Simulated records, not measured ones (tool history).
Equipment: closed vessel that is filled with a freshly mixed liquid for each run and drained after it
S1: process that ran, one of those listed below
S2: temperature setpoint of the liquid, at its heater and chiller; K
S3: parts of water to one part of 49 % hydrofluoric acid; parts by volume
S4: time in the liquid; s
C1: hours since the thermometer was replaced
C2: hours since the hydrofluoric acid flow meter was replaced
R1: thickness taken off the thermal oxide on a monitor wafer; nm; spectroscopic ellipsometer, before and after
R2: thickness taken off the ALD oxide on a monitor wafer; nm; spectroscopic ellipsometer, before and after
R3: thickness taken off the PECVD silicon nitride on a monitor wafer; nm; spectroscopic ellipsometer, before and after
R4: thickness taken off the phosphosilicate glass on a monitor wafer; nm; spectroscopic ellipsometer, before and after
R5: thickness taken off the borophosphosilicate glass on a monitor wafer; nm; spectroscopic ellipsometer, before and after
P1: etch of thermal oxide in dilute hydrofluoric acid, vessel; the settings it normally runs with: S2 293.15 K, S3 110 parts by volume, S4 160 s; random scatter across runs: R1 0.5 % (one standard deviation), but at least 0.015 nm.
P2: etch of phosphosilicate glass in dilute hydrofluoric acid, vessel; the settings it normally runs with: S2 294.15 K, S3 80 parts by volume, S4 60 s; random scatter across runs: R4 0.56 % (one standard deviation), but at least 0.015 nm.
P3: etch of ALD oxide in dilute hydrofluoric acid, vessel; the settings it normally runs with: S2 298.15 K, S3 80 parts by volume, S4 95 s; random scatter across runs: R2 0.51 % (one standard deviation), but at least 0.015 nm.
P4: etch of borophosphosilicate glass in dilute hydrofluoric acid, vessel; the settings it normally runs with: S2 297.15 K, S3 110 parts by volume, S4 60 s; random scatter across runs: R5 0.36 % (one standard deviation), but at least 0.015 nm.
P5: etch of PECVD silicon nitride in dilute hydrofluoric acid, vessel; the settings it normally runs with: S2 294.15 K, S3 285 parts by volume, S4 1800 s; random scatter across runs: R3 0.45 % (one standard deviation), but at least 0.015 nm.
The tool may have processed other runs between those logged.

Run 1, hour 6.1: S1 P1, S2 293.15 K, S3 110 parts by volume, S4 160 s; C1 358.7; C2 395.2. Result: R1 6.3735 nm.
Run 2, hour 13.5: S1 P3, S2 298.15 K, S3 35 parts by volume, S4 95 s; C1 366.1; C2 402.6. Result: R2 61.771 nm.
Run 3, hour 18.8: S1 P1, S2 293.15 K, S3 110 parts by volume, S4 160 s; C1 371.4; C2 407.9. Result: R1 6.3521 nm.
Run 4, hour 27.1: S1 P5, S2 294.15 K, S3 285 parts by volume, S4 1800 s; C1 379.7; C2 416.2. Result: R3 18.614 nm.
Run 5, hour 36.4: S1 P1, S2 293.15 K, S3 60 parts by volume, S4 160 s; C1 389; C2 425.5. Result: R1 12.332 nm.
Run 6, hour 44.2: S1 P1, S2 293.15 K, S3 150 parts by volume, S4 65 s; C1 396.8; C2 433.3. Result: R1 1.8343 nm.
Run 7, hour 50.4: S1 P3, S2 298.15 K, S3 80 parts by volume, S4 50 s; C1 403; C2 439.5. Result: R2 13.353 nm.
Run 8, hour 56.1: S1 P2, S2 290.15 K, S3 80 parts by volume, S4 60 s; C1 408.7; C2 445.2. Result: R4 65.612 nm.
Run 9, hour 60.7: S1 P1, S2 293.15 K, S3 110 parts by volume, S4 160 s; C1 413.3; C2 449.8. Result: R1 6.3979 nm.
Run 10, hour 66.7: S1 P4, S2 297.15 K, S3 110 parts by volume, S4 60 s; C1 419.3; C2 455.8. Result: R5 21.051 nm.
Run 11, hour 72.7: S1 P3, S2 305.65 K, S3 80 parts by volume, S4 95 s; C1 425.3; C2 461.8. Result: R2 34.247 nm.
Run 12, hour 80.4: S1 P5, S2 294.15 K, S3 285 parts by volume, S4 2760 s; C1 433; C2 469.5. Result: R3 28.511 nm.
Run 13, hour 89.9: S1 P1, S2 293.15 K, S3 110 parts by volume, S4 160 s; C1 442.5; C2 479. Result: R1 6.4162 nm.
Run 14, hour 95.8: S1 P4, S2 297.15 K, S3 25 parts by volume, S4 60 s; C1 448.4; C2 484.9. Result: R5 103.12 nm.
Run 15, hour 100: S1 P2, S2 294.15 K, S3 80 parts by volume, S4 60 s; C1 452.6; C2 489.1. Result: R4 76.799 nm.
Run 16, hour 105.8: S1 P4, S2 305.15 K, S3 110 parts by volume, S4 60 s; C1 458.4; C2 494.9. Result: R5 28.467 nm.
Run 17, hour 113: S1 P1, S2 298.15 K, S3 110 parts by volume, S4 160 s; C1 465.6; C2 502.1. Result: R1 7.8026 nm.
Run 18, hour 119.1: S1 P4, S2 297.15 K, S3 110 parts by volume, S4 110 s; C1 471.7; C2 508.2. Result: R5 38.415 nm.
Run 19, hour 126.9: S1 P1, S2 293.15 K, S3 165 parts by volume, S4 160 s; C1 479.5; C2 516. Result: R1 3.9952 nm.
Run 20, hour 135.5: S1 P3, S2 298.15 K, S3 80 parts by volume, S4 95 s; C1 488.1; C2 524.6. Result: R2 25.5 nm.
Run 21, hour 139.9: S1 P3, S2 298.15 K, S3 80 parts by volume, S4 95 s; C1 492.5; C2 529. Result: R2 25.372 nm.
Run 22, hour 145.6: S1 P5, S2 301.15 K, S3 285 parts by volume, S4 1800 s; C1 498.2; C2 534.7. Result: R3 28.537 nm.
Run 23, hour 150.9: S1 P5, S2 294.15 K, S3 470 parts by volume, S4 1800 s; C1 503.5; C2 540. Result: R3 11.492 nm.
Run 24, hour 156.7: S1 P2, S2 294.15 K, S3 80 parts by volume, S4 100 s; C1 509.3; C2 545.8. Result: R4 130.32 nm.
Run 25, hour 166.3: S1 P1, S2 293.15 K, S3 110 parts by volume, S4 320 s; C1 518.9; C2 555.4. Result: R1 12.792 nm.
Run 26, hour 175.7: S1 P1, S2 293.15 K, S3 110 parts by volume, S4 40 s; C1 528.3; C2 564.8. Result: R1 1.6248 nm.
Run 27, hour 182.6: S1 P5, S2 294.15 K, S3 285 parts by volume, S4 1800 s; C1 535.2; C2 571.7. Result: R3 18.658 nm.
Run 28, hour 190.6: S1 P2, S2 294.15 K, S3 120 parts by volume, S4 60 s; C1 543.2; C2 579.7. Result: R4 49.209 nm.
Run 29, hour 196.8: S1 P1, S2 290.15 K, S3 60 parts by volume, S4 160 s; C1 549.4; C2 585.9. Result: R1 10.973 nm.
Run 30, hour 201.6: S1 P1, S2 293.15 K, S3 65 parts by volume, S4 300 s; C1 554.2; C2 590.7. Result: R1 21.282 nm.
Run 31, hour 208.3: S1 P1, S2 290.15 K, S3 110 parts by volume, S4 160 s; C1 560.9; C2 597.4. Result: R1 5.6043 nm.
Run 32, hour 214: S1 P1, S2 293.15 K, S3 110 parts by volume, S4 160 s; C1 566.6; C2 603.1. Result: R1 6.3962 nm.
Run 33, hour 222.9: S1 P1, S2 293.15 K, S3 110 parts by volume, S4 160 s; C1 575.5; C2 612. Result: R1 6.2311 nm.
Run 34, hour 232.3: S1 P1, S2 293.15 K, S3 110 parts by volume, S4 160 s; C1 584.9; C2 621.4. Result: R1 6.0204 nm.
Run 35, hour 238.3: S1 P1, S2 293.15 K, S3 110 parts by volume, S4 160 s; C1 590.9; C2 627.4. Result: R1 6.0323 nm.
Run 36, hour 245.5: S1 P1, S2 293.15 K, S3 110 parts by volume, S4 160 s; C1 598.1; C2 634.6. Result: R1 6.031 nm.
Run 37, hour 252.6: S1 P1, S2 293.15 K, S3 110 parts by volume, S4 160 s; C1 605.2; C2 641.7. Result: R1 5.9901 nm.
Run 38, hour 261.7: S1 P1, S2 293.15 K, S3 110 parts by volume, S4 160 s; C1 614.3; C2 650.8. Result: R1 5.9362 nm.
Run 39, hour 268.1: S1 P1, S2 293.15 K, S3 110 parts by volume, S4 160 s; C1 620.7; C2 657.2. Result: R1 5.9655 nm.
Run 40, hour 272.3: S1 P1, S2 293.15 K, S3 110 parts by volume, S4 160 s; C1 624.9; C2 661.4. Result: R1 5.915 nm.
Run 41, hour 281.3: S1 P1, S2 293.15 K, S3 110 parts by volume, S4 160 s; C1 633.9; C2 670.4. Result: R1 5.9755 nm.

Compared with where it was, what P1 gives has crept away. Each cause listed below fits the log as well as the rest, at the size given for it:
A: hydrofluoric acid flow below the setpoint (%) = 6.22
B: liquid colder than its thermometer reads (K) = 1.76
The gradual shift began around hour 214.

Which of the 4 check runs listed below separates the causes, so that each cause would produce a clearly different result? Each run uses one wafer, and its results are marked with question marks.
Run check 1, hour 290.3: S1 P2, S2 290.15 K, S3 80 parts by volume, S4 60 s. Result: R4 ?.
Run check 2, hour 290.3: S1 P3, S2 302.65 K, S3 80 parts by volume, S4 95 s. Result: R2 ?.
Run check 3, hour 290.3: S1 P5, S2 298.65 K, S3 390 parts by volume, S4 1800 s. Result: R3 ?.
Run check 4, hour 290.3: S1 P4, S2 303.65 K, S3 110 parts by volume, S4 110 s. Result: R5 ?.

If the cause were each of the candidates in turn, the checks would give the following:
  check  result    if A    if B
check 1      R4  61.073  60.722
check 2      R2  28.331  28.442
check 3      R3   16.83   16.18
check 4      R5  45.831  46.237
Distance between the nearest two causes, measured in the result of the check that separates them most: check 1 0.58 %; check 2 0.39 %; check 3 3.94 %; check 4 0.88 %
Of the check runs offered, only check 3 discriminates between the causes; the rest would read about the same regardless of which cause applies.

Check 3 was then run and gave: R3 16.742 nm. Which cause is it?

Of the candidate causes, it is A: hydrofluoric acid flow below the setpoint (%).
